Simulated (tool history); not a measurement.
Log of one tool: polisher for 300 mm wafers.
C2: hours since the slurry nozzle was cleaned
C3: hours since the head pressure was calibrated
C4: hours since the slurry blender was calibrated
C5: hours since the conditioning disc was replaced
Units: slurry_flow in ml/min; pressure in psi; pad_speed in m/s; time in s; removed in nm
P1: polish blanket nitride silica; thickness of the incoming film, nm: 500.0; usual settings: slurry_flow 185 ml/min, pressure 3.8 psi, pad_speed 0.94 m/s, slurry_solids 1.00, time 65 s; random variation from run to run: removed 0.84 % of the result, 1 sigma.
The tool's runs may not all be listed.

run 1 hour=11.8 | slurry_flow=185 pressure=3.8 pad_speed=0.94 slurry_solids=1.00 time=65 | wafers_polished_on_this_pad=1111 C2=182.8 C3=514.0 C4=248.2 C5=305.1 | removed=33.748
run 2 hour=25.0 | slurry_flow=185 pressure=3.8 pad_speed=0.94 slurry_solids=1.00 time=32 | wafers_polished_on_this_pad=1201 C2=196.0 C3=527.2 C4=261.4 C5=318.3 | removed=16.727
run 3 hour=36.5 | slurry_flow=185 pressure=3.8 pad_speed=0.94 slurry_solids=1.00 time=65 | wafers_polished_on_this_pad=1281 C2=207.5 C3=538.7 C4=272.9 C5=329.8 | removed=34.637
-- hour=38.2 conditioning disc replaced and pad reconditioned
run 4 hour=49.8 | slurry_flow=185 pressure=3.8 pad_speed=0.42 slurry_solids=1.00 time=65 | wafers_polished_on_this_pad=1372 C2=220.8 C3=552.0 C4=286.2 C5=11.7 | removed=18.001
run 5 hour=68.5 | slurry_flow=185 pressure=3.8 pad_speed=1.42 slurry_solids=1.00 time=65 | wafers_polished_on_this_pad=1501 C2=239.5 C3=570.7 C4=304.9 C5=30.4 | removed=47.048
-- hour=82.8 head pressure recalibrated
-- hour=85.1 slurry nozzle cleaned
run 6 hour=86.3 | slurry_flow=185 pressure=3.8 pad_speed=0.94 slurry_solids=1.00 time=65 | wafers_polished_on_this_pad=1623 C2=1.3 C3=3.6 C4=322.7 C5=48.2 | removed=33.988
run 7 hour=101.5 | slurry_flow=185 pressure=1.9 pad_speed=0.94 slurry_solids=1.00 time=65 | wafers_polished_on_this_pad=1728 C2=16.5 C3=18.8 C4=337.9 C5=63.4 | removed=17.046
run 8 hour=113.1 | slurry_flow=185 pressure=5.7 pad_speed=0.94 slurry_solids=1.00 time=65 | wafers_polished_on_this_pad=1807 C2=28.1 C3=30.4 C4=349.5 C5=75.0 | removed=51.527
run 9 hour=125.9 | slurry_flow=185 pressure=3.8 pad_speed=0.94 slurry_solids=1.00 time=100 | wafers_polished_on_this_pad=1895 C2=40.9 C3=43.2 C4=362.3 C5=87.8 | removed=52.756
run 10 hour=141.5 | slurry_flow=185 pressure=2.3 pad_speed=0.94 slurry_solids=1.00 time=98 | wafers_polished_on_this_pad=2003 C2=56.5 C3=58.8 C4=377.9 C5=103.4 | removed=31.245
run 11 hour=159.3 | slurry_flow=185 pressure=3.8 pad_speed=0.94 slurry_solids=1.30 time=65 | wafers_polished_on_this_pad=2125 C2=74.3 C3=76.6 C4=395.7 C5=121.2 | removed=38.302
run 12 hour=168.4 | slurry_flow=110 pressure=3.8 pad_speed=0.94 slurry_solids=1.00 time=65 | wafers_polished_on_this_pad=2188 C2=83.4 C3=85.7 C4=404.8 C5=130.3 | removed=30.971
run 13 hour=186.6 | slurry_flow=185 pressure=3.8 pad_speed=0.94 slurry_solids=1.00 time=65 | wafers_polished_on_this_pad=2313 C2=101.6 C3=103.9 C4=423.0 C5=148.5 | removed=34.786
run 14 hour=201.5 | slurry_flow=185 pressure=3.8 pad_speed=0.94 slurry_solids=1.00 time=65 | wafers_polished_on_this_pad=2415 C2=116.5 C3=118.8 C4=437.9 C5=163.4 | removed=34.031
run 15 hour=214.6 | slurry_flow=185 pressure=3.8 pad_speed=0.94 slurry_solids=0.55 time=65 | wafers_polished_on_this_pad=2505 C2=129.6 C3=131.9 C4=451.0 C5=176.5 | removed=24.701
run 16 hour=230.4 | slurry_flow=290 pressure=3.8 pad_speed=0.94 slurry_solids=1.00 time=65 | wafers_polished_on_this_pad=2614 C2=145.4 C3=147.7 C4=466.8 C5=192.3 | removed=35.636
run 17 hour=246.8 | slurry_flow=185 pressure=3.8 pad_speed=0.94 slurry_solids=1.00 time=65 | wafers_polished_on_this_pad=2727 C2=161.8 C3=164.1 C4=483.2 C5=208.7 | removed=34.015
run 18 hour=256.2 | slurry_flow=185 pressure=3.8 pad_speed=0.94 slurry_solids=1.00 time=65 | wafers_polished_on_this_pad=2791 C2=171.2 C3=173.5 C4=492.6 C5=218.1 | removed=33.462
run 19 hour=265.0 | slurry_flow=185 pressure=3.8 pad_speed=0.94 slurry_solids=1.00 time=65 | wafers_polished_on_this_pad=2852 C2=180.0 C3=182.3 C4=501.4 C5=226.9 | removed=33.070
run 20 hour=283.7 | slurry_flow=185 pressure=3.8 pad_speed=0.94 slurry_solids=1.00 time=65 | wafers_polished_on_this_pad=2980 C2=198.7 C3=201.0 C4=520.1 C5=245.6 | removed=31.804
run 21 hour=295.7 | slurry_flow=185 pressure=3.8 pad_speed=0.94 slurry_solids=1.00 time=65 | wafers_polished_on_this_pad=3063 C2=210.7 C3=213.0 C4=532.1 C5=257.6 | removed=31.728
run 22 hour=305.8 | slurry_flow=185 pressure=3.8 pad_speed=0.94 slurry_solids=1.00 time=65 | wafers_polished_on_this_pad=3132 C2=220.8 C3=223.1 C4=542.2 C5=267.7 | removed=31.450
-- hour=315.9 worn pad replaced by a new one
run 23 hour=322.8 | slurry_flow=185 pressure=3.8 pad_speed=0.94 slurry_solids=1.00 time=65 | wafers_polished_on_this_pad=48 C2=237.8 C3=240.1 C4=559.2 C5=284.7 | removed=31.138
-- hour=331.2 slurry nozzle cleaned
run 24 hour=334.2 | slurry_flow=185 pressure=3.8 pad_speed=0.94 slurry_solids=1.00 time=65 | wafers_polished_on_this_pad=126 C2=3.1 C3=251.5 C4=570.6 C5=296.1 | removed=30.696
-- hour=337.4 conditioning disc replaced and pad reconditioned
run 25 hour=352.9 | slurry_flow=185 pressure=3.8 pad_speed=0.94 slurry_solids=1.00 time=65 | wafers_polished_on_this_pad=255 C2=21.8 C3=270.2 C4=589.3 C5=15.6 | removed=30.908
run 26 hour=366.5 | slurry_flow=185 pressure=3.8 pad_speed=0.94 slurry_solids=1.00 time=65 | wafers_polished_on_this_pad=348 C2=35.4 C3=283.8 C4=602.9 C5=29.2 | removed=30.620
run 27 hour=382.6 | slurry_flow=185 pressure=3.8 pad_speed=0.94 slurry_solids=1.00 time=65 | wafers_polished_on_this_pad=459 C2=51.5 C3=299.9 C4=619.0 C5=45.3 | removed=29.963

What P1 gives has crept away from where it was. These 2 causes fit the log equally well, each at the size given:
A: abrasive missing from the slurry, % = 19.2
B: head's pressure below its setpoint, % = 9.75
The creep began at about hour 246.8.
Why every other cause is out:
removal rate lost through wear of the pad, %: serviced at hour 315.9, which brought nothing back
slurry flow missing at the pad, %: serviced at hour 331.2, which brought nothing back
time polished since the conditioner stopped cutting, s: serviced at hour 337.4, which brought nothing back

4 check runs are offered, each on 5 wafers whose results are averaged, their results left as question marks. Which one tells the causes apart?
run check 1 hour=398.7 | slurry_flow=185 pressure=5.4 pad_speed=0.94 slurry_solids=1.00 time=37 | removed=?
run check 2 hour=398.7 | slurry_flow=185 pressure=2.8 pad_speed=1.42 slurry_solids=1.00 time=65 | removed=?
run check 3 hour=398.7 | slurry_flow=185 pressure=3.8 pad_speed=1.18 slurry_solids=0.55 time=65 | removed=?
run check 4 hour=398.7 | slurry_flow=110 pressure=2.2 pad_speed=0.94 slurry_solids=1.00 time=65 | removed=?

What each check would give under each cause:
check=check_1 result=removed if_A=24.841 if_B=24.840
check=check_2 result=removed if_A=31.475 if_B=31.474
check=check_3 result=removed if_A=26.025 if_B=26.849
check=check_4 result=removed if_A=16.169 if_B=16.169
How far apart the two closest causes lie, in the result that separates them most: check 1 0 %; check 2 0 %; check 3 3.12 %; check 4 0 %
Only check 3 tells the causes apart: in the others they would give nearly the same result.

Check 3 was then run and gave: removed 26.168 nm. Which cause is it?

It is A: abrasive missing from the slurry, %.
